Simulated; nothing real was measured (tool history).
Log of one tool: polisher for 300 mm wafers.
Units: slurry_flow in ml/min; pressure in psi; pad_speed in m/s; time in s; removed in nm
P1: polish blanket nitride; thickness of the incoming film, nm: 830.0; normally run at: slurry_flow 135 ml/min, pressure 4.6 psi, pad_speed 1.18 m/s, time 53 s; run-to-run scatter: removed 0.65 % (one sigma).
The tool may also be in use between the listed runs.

run 1 hour=11.5 | slurry_flow=135 pressure=4.6 pad_speed=1.18 time=53 | removed=139.39
run 2 hour=18 | slurry_flow=135 pressure=4.6 pad_speed=1.18 time=53 | removed=141.34
run 3 hour=29.6 | slurry_flow=135 pressure=4.6 pad_speed=1.78 time=53 | removed=196.07
-- hour=34.7 head pressure recalibrated
run 4 hour=38.4 | slurry_flow=135 pressure=2.1 pad_speed=0.58 time=53 | removed=35.751
run 5 hour=48.8 | slurry_flow=95 pressure=4.6 pad_speed=1.18 time=53 | removed=128.9
run 6 hour=59 | slurry_flow=135 pressure=4.6 pad_speed=1.18 time=53 | removed=140.81
run 7 hour=69.4 | slurry_flow=135 pressure=6.1 pad_speed=1.18 time=76 | removed=264.13
run 8 hour=81.8 | slurry_flow=135 pressure=2.6 pad_speed=1.18 time=53 | removed=79.617
run 9 hour=91.5 | slurry_flow=135 pressure=4.6 pad_speed=1.18 time=24 | removed=64.35
run 10 hour=99.8 | slurry_flow=135 pressure=4.6 pad_speed=1.18 time=53 | removed=138.88
run 11 hour=108.8 | slurry_flow=135 pressure=4.6 pad_speed=1.18 time=53 | removed=139.35
run 12 hour=120.2 | slurry_flow=135 pressure=4.6 pad_speed=1.18 time=53 | removed=139.47
run 13 hour=132.9 | slurry_flow=175 pressure=4.6 pad_speed=1.18 time=53 | removed=147.37
run 14 hour=141.1 | slurry_flow=135 pressure=4.6 pad_speed=0.54 time=53 | removed=74.871
run 15 hour=151.1 | slurry_flow=135 pressure=4.6 pad_speed=1.18 time=79 | removed=209.74
run 16 hour=161.5 | slurry_flow=135 pressure=4.6 pad_speed=1.18 time=53 | removed=142.29
run 17 hour=172.3 | slurry_flow=135 pressure=7.1 pad_speed=1.18 time=53 | removed=217.06
run 18 hour=185.7 | slurry_flow=135 pressure=4.6 pad_speed=1.18 time=53 | removed=141.46
run 19 hour=193 | slurry_flow=135 pressure=4.6 pad_speed=1.18 time=53 | removed=136.22
run 20 hour=207.3 | slurry_flow=135 pressure=4.6 pad_speed=1.18 time=53 | removed=130.7
run 21 hour=218.4 | slurry_flow=135 pressure=4.6 pad_speed=1.18 time=53 | removed=128.51
run 22 hour=229.1 | slurry_flow=135 pressure=4.6 pad_speed=1.18 time=53 | removed=128.79
-- hour=233.1 head pressure recalibrated
run 23 hour=238.7 | slurry_flow=135 pressure=4.6 pad_speed=1.18 time=53 | removed=126.87

Run 24 comes next. What will it give?
run 24 hour=252.7 | slurry_flow=135 pressure=4.6 pad_speed=1.18 time=53 | removed=?

{"run 24": {"removed": 126.71}}
